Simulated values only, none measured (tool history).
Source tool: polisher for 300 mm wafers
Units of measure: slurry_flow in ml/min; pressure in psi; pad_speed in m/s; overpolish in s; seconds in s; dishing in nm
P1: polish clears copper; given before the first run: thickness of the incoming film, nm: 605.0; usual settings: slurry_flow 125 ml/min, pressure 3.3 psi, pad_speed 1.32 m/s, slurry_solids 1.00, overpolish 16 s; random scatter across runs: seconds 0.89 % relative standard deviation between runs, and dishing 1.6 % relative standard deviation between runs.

| run | day | slurry_flow | pressure | pad_speed | slurry_solids | overpolish | wafers polished on this pad | hours since the slurry nozzle was cleaned | hours since the head pressure was calibrated | hours since the slurry blender was calibrated | seconds | dishing |
|---|---|---|---|---|---|---|---|---|---|---|---|---|
| 1 | 0.183 | 125 | 3.3 | 1.32 | 1.00 | 16 | 492 | 342.4 | 681.4 | 306.0 | 113.890 | 51.749 |
| 2 | 0.358 | 125 | 3.3 | 1.88 | 0.75 | 16 | 519 | 346.6 | 685.6 | 310.2 | 84.235 | 63.425 |
| 3 | 0.492 | 125 | 3.3 | 1.32 | 1.00 | 16 | 539 | 349.8 | 688.8 | 313.4 | 113.290 | 52.155 |
| 4 | 0.604 | 125 | 5.2 | 1.32 | 1.00 | 16 | 557 | 352.5 | 691.5 | 316.1 | 73.687 | 76.082 |
| 5 | 0.750 | 75 | 3.3 | 1.32 | 1.00 | 16 | 579 | 356.0 | 695.0 | 319.6 | 130.250 | 46.081 |
| 6 | 0.862 | 125 | 3.3 | 1.32 | 1.00 | 16 | 596 | 358.7 | 697.7 | 322.3 | 115.360 | 52.593 |
| 7 | 1.029 | 185 | 3.3 | 1.32 | 1.00 | 16 | 622 | 362.7 | 701.7 | 326.3 | 106.170 | 55.829 |
| 8 | 1.138 | 125 | 3.3 | 1.32 | 1.00 | 5 | 639 | 365.3 | 704.3 | 328.9 | 113.150 | 19.441 |
| 9 | 1.258 | 125 | 3.3 | 1.78 | 1.00 | 28 | 657 | 368.2 | 707.2 | 331.8 | 84.623 | 89.635 |
| 10 | 1.433 | 125 | 3.3 | 1.32 | 1.00 | 16 | 684 | 372.4 | 711.4 | 336.0 | 114.360 | 52.087 |
| 11 | 1.604 | 125 | 3.3 | 1.32 | 1.00 | 26 | 710 | 376.5 | 715.5 | 340.1 | 114.010 | 72.504 |
| 12 | 1.692 | 125 | 3.3 | 0.62 | 1.00 | 16 | 724 | 378.6 | 717.6 | 342.2 | 245.500 | 27.708 |
| 13 | 1.858 | 125 | 3.3 | 1.32 | 0.65 | 16 | 750 | 382.6 | 721.6 | 346.2 | 123.770 | 48.146 |
|  | 1.892 | slurry blender recalibrated |
| 14 | 1.962 | 125 | 3.3 | 1.32 | 1.00 | 16 | 766 | 385.1 | 724.1 | 1.7 | 114.850 | 51.314 |
| 15 | 2.092 | 125 | 3.3 | 1.32 | 1.20 | 16 | 785 | 388.2 | 727.2 | 4.8 | 109.570 | 53.035 |
| 16 | 2.238 | 125 | 1.7 | 1.32 | 1.00 | 16 | 808 | 391.7 | 730.7 | 8.3 | 220.730 | 28.674 |
| 17 | 2.338 | 125 | 3.3 | 2.02 | 1.00 | 16 | 823 | 394.1 | 733.1 | 10.7 | 74.828 | 69.820 |
| 18 | 2.471 | 125 | 3.3 | 1.32 | 1.00 | 16 | 844 | 397.3 | 736.3 | 13.9 | 113.380 | 52.038 |
| 19 | 2.650 | 125 | 3.3 | 1.32 | 1.00 | 16 | 871 | 401.6 | 740.6 | 18.2 | 114.340 | 52.862 |
| 20 | 2.738 | 125 | 3.3 | 1.32 | 1.00 | 16 | 885 | 403.7 | 742.7 | 20.3 | 116.720 | 51.086 |
| 21 | 2.879 | 125 | 3.3 | 1.32 | 1.00 | 16 | 907 | 407.1 | 746.1 | 23.7 | 118.860 | 50.954 |
| 22 | 3.062 | 125 | 3.3 | 1.32 | 1.00 | 16 | 935 | 411.5 | 750.5 | 28.1 | 121.430 | 49.851 |
| 23 | 3.204 | 125 | 3.3 | 1.32 | 1.00 | 16 | 957 | 414.9 | 753.9 | 31.5 | 124.500 | 47.531 |
| 24 | 3.383 | 125 | 3.3 | 1.32 | 1.00 | 16 | 984 | 419.2 | 758.2 | 35.8 | 122.740 | 47.366 |
|  | 3.433 | head pressure recalibrated |
| 25 | 3.538 | 125 | 3.3 | 1.32 | 1.00 | 16 | 1008 | 422.9 | 2.5 | 39.5 | 124.080 | 47.988 |
|  | 3.571 | slurry blender recalibrated |
| 26 | 3.658 | 125 | 3.3 | 1.32 | 1.00 | 16 | 1026 | 425.8 | 5.4 | 2.1 | 124.430 | 47.281 |
| 27 | 3.842 | 125 | 3.3 | 1.32 | 1.00 | 16 | 1055 | 430.2 | 9.8 | 6.5 | 126.920 | 47.392 |
| 28 | 3.979 | 125 | 3.3 | 1.32 | 1.00 | 16 | 1076 | 433.5 | 13.1 | 9.8 | 126.800 | 47.446 |
| 29 | 4.117 | 125 | 3.3 | 1.32 | 1.00 | 16 | 1097 | 436.8 | 16.4 | 13.1 | 125.750 | 49.278 |
| 30 | 4.217 | 125 | 3.3 | 1.32 | 1.00 | 16 | 1112 | 439.2 | 18.8 | 15.5 | 127.780 | 48.697 |

What P1 gives has crept away from where it was. These 2 causes fit the log equally well, each at the size given:
A: removal rate lost through wear of the pad, % = 9.54
B: slurry flow missing at the pad, % = 33.5
The gradual shift began around day 2.650.
Ruled out, with reasons:
head's pressure below its setpoint, %: its service at day 3.433 followed the start of the drift and did not put the process back to its old value
abrasive missing from the slurry, %: its service at day 3.571 followed the start of the drift and did not put the process back to its old value

The 4 check runs listed below each average the results of 2 wafers, and their outcomes are marked with question marks. Under which run would the listed causes produce clearly different results?
| check 1 | 4.317 | 125 | 3.3 | 1.32 | 0.70 | 16 |  |  |  |  | ? | ? |
| check 2 | 4.317 | 75 | 3.3 | 1.04 | 1.00 | 16 |  |  |  |  | ? | ? |
| check 3 | 4.317 | 125 | 3.3 | 1.32 | 0.80 | 16 |  |  |  |  | ? | ? |
| check 4 | 4.317 | 125 | 4.1 | 1.32 | 1.00 | 16 |  |  |  |  | ? | ? |

Predicted outcomes, by check and by cause:
| check | result | if A | if B |
|---|---|---|---|
| check 1 | seconds | 136.050 | 136.040 |
| check 1 | dishing | 45.166 | 45.166 |
| check 2 | seconds | 182.780 | 192.990 |
| check 2 | dishing | 35.429 | 33.831 |
| check 3 | seconds | 132.340 | 132.340 |
| check 3 | dishing | 46.167 | 46.168 |
| check 4 | seconds | 101.610 | 101.610 |
| check 4 | dishing | 57.723 | 57.724 |
Per check, the gap between the least separated pair of causes, taken in the result that splits them most: check 1 0 %; check 2 5.43 %; check 3 0 %; check 4 0 %
Only in check 2 would the causes give clearly different results; in the remaining checks their results would be nearly the same.

Check 2 was carried out, with these results: seconds 191.960 s; dishing 33.826 nm. Which of the listed causes is responsible?

B is the cause: slurry flow missing at the pad, %.
